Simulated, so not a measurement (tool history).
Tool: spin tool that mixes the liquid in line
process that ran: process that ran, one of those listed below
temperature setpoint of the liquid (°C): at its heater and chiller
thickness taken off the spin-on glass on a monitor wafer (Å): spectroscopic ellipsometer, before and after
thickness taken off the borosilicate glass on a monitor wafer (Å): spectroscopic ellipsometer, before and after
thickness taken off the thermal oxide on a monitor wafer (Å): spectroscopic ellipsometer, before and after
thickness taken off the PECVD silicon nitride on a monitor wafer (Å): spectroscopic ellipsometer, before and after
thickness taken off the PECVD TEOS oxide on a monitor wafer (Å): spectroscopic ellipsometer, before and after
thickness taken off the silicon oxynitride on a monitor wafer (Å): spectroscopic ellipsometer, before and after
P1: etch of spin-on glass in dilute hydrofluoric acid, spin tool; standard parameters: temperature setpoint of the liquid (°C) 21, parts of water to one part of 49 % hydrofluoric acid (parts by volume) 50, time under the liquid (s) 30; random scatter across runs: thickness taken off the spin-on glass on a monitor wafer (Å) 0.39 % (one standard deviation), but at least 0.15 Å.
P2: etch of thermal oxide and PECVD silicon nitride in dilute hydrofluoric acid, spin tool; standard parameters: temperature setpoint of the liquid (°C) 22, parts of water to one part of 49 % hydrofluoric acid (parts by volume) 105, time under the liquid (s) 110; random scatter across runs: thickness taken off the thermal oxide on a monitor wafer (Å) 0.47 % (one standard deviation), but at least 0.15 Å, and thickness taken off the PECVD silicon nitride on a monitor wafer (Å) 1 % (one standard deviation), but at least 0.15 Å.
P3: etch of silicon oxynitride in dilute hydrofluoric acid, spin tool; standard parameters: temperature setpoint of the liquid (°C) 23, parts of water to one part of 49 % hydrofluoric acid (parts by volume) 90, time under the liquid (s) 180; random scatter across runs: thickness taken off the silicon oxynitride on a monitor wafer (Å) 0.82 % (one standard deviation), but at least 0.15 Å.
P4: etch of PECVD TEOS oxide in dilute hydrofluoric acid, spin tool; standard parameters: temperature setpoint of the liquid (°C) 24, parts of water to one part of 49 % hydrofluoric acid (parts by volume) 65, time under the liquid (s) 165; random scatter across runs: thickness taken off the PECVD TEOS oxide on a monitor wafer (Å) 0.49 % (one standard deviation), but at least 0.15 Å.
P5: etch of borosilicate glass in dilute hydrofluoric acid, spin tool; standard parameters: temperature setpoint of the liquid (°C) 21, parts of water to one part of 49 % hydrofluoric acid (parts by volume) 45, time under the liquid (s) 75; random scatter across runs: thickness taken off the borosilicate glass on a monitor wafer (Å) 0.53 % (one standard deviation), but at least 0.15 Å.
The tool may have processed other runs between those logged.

run,hour,process that ran,temperature setpoint of the liquid (°C),parts of water to one part of 49 % hydrofluoric acid (parts by volume),time under the liquid (s),hours since the thermometer was replaced,hours since the hydrofluoric acid flow meter was replaced,thickness taken off the spin-on glass on a monitor wafer (Å),thickness taken off the borosilicate glass on a monitor wafer (Å),thickness taken off the thermal oxide on a monitor wafer (Å),thickness taken off the PECVD silicon nitride on a monitor wafer (Å),thickness taken off the PECVD TEOS oxide on a monitor wafer (Å),thickness taken off the silicon oxynitride on a monitor wafer (Å)
1,11.9,P1,21,50,30,1468,657.7,375.54,,,,,
2,23.3,P5,21,20,75,1479.4,669.1,,980.76,,,,
3,34.8,P1,21,35,45,1490.9,680.6,819.03,,,,,
4,46.4,P2,22,170,110,1502.5,692.2,,,25.626,13.387,,
5,63.8,P1,21,65,55,1519.9,709.6,520.64,,,,,
6,81.9,P1,28,50,30,1538,727.7,499.7,,,,,
7,92.5,P1,21,50,30,1548.6,738.3,375.22,,,,,
8,108.2,P1,21,50,30,1564.3,754,374.85,,,,,
9,125.3,P1,21,50,45,1581.4,771.1,562.43,,,,,
10,135.3,P4,24,65,165,1591.4,781.1,,,,,272.52,
11,152.9,P3,23,90,270,1609,798.7,,,,,,43.882
12,164.9,P2,26.5,105,110,1621,810.7,,,53.314,28.727,,
13,173.1,P1,17,50,30,1629.2,818.9,319.23,,,,,
14,182.4,P1,21,50,30,1638.5,828.2,380.07,,,,,
15,192,P3,23,90,180,1648.1,837.8,,,,,,28.934
16,202.9,P5,21,45,75,1659,848.7,,424.91,,,,
17,212.6,P4,18,65,165,1668.7,858.4,,,,,211.74,
18,230.9,P3,23,20,180,1687,876.7,,,,,,140.15
19,242.9,P1,24.5,50,15,1699,888.7,217.08,,,,,
20,257.1,P5,21,45,130,1713.2,902.9,,731.53,,,,
21,271.6,P1,21,85,30,1727.7,917.4,213.05,,,,,
22,284.4,P1,21,50,15,1740.5,930.2,187.02,,,,,
23,299.4,P2,22,105,110,1755.5,945.2,,,45.052,21.649,,
24,315.1,P1,21,50,30,1771.2,960.9,374.92,,,,,
25,330.8,P2,22,105,55,1786.9,976.6,,,22.516,10.618,,
26,342.5,P1,21,50,30,1798.6,988.3,375.22,,,,,
27,360.7,P4,24,115,165,1816.8,1006.5,,,,,144.93,
28,372,P5,29,45,75,1828.1,1017.8,,588.73,,,,
29,380.2,P4,24,65,310,1836.3,1026,,,,,510.89,
30,397,P1,21,25,30,1853.1,1042.8,776.59,,,,,
31,414.1,P3,28,90,180,1870.2,1059.9,,,,,,36.664
32,431.1,P1,21,50,30,1887.2,1076.9,376.88,,,,,
33,443.8,P1,21,50,30,1899.9,1089.6,375.42,,,,,
34,455.8,P1,21,50,30,1911.9,1101.6,369.52,,,,,
35,469.5,P1,21,50,30,1925.6,1115.3,363.54,,,,,
36,479.3,P1,21,50,30,1935.4,1125.1,359.59,,,,,
37,491.9,P1,21,50,30,1948,1137.7,358.2,,,,,
38,509,P1,21,50,30,1965.1,1154.8,356.59,,,,,
39,517,P1,21,50,30,1973.1,1162.8,356.35,,,,,
40,533.8,P1,21,50,30,1989.9,1179.6,354.17,,,,,
41,551.8,P1,21,50,30,2007.9,1197.6,355.98,,,,,
42,569.6,P1,21,50,30,2025.7,1215.4,353.21,,,,,
43,586.6,P1,21,50,30,2042.7,1232.4,351.64,,,,,

The log shows P1 creeping away from where it was. Any of the 2 causes listed here, at the size stated for it, fits the log just as well as the others:
A: hydrofluoric acid flow below the setpoint (%) = 5.55
B: liquid colder than its thermometer reads (K) = 1.44
The creep began at about hour 443.8.

Which of the 4 check runs listed below, each an average over 5 wafers with its results shown as question marks, gives clearly different results under the different listed causes?
check 1,603.6,P5,21,45,75,,,,?,,,,
check 2,603.6,P2,22,105,110,,,,,?,?,,
check 3,603.6,P3,23,90,180,,,,,,,,?
check 4,603.6,P4,24,65,165,,,,,,,?,

Expected result of each check under each candidate cause:
check,result,if A,if B
check 1,thickness taken off the borosilicate glass on a monitor wafer (Å),398.99,398.6
check 2,thickness taken off the thermal oxide on a monitor wafer (Å),42.261,42.514
check 2,thickness taken off the PECVD silicon nitride on a monitor wafer (Å),20.284,19.474
check 3,thickness taken off the silicon oxynitride on a monitor wafer (Å),27.743,27.519
check 4,thickness taken off the PECVD TEOS oxide on a monitor wafer (Å),255.57,256.37
Per check, the gap between the least separated pair of causes, taken in the result that splits them most: check 1 0.1 %; check 2 4.08 %; check 3 0.81 %; check 4 0.31 %
Check 2 is the one run that separates the causes; every other check would come out nearly the same whichever cause is at work.

Here is what check 2 returned: thickness taken off the thermal oxide on a monitor wafer (Å) 42.155; thickness taken off the PECVD silicon nitride on a monitor wafer (Å) 20.272. Which cause is it?

The cause is A: hydrofluoric acid flow below the setpoint (%).
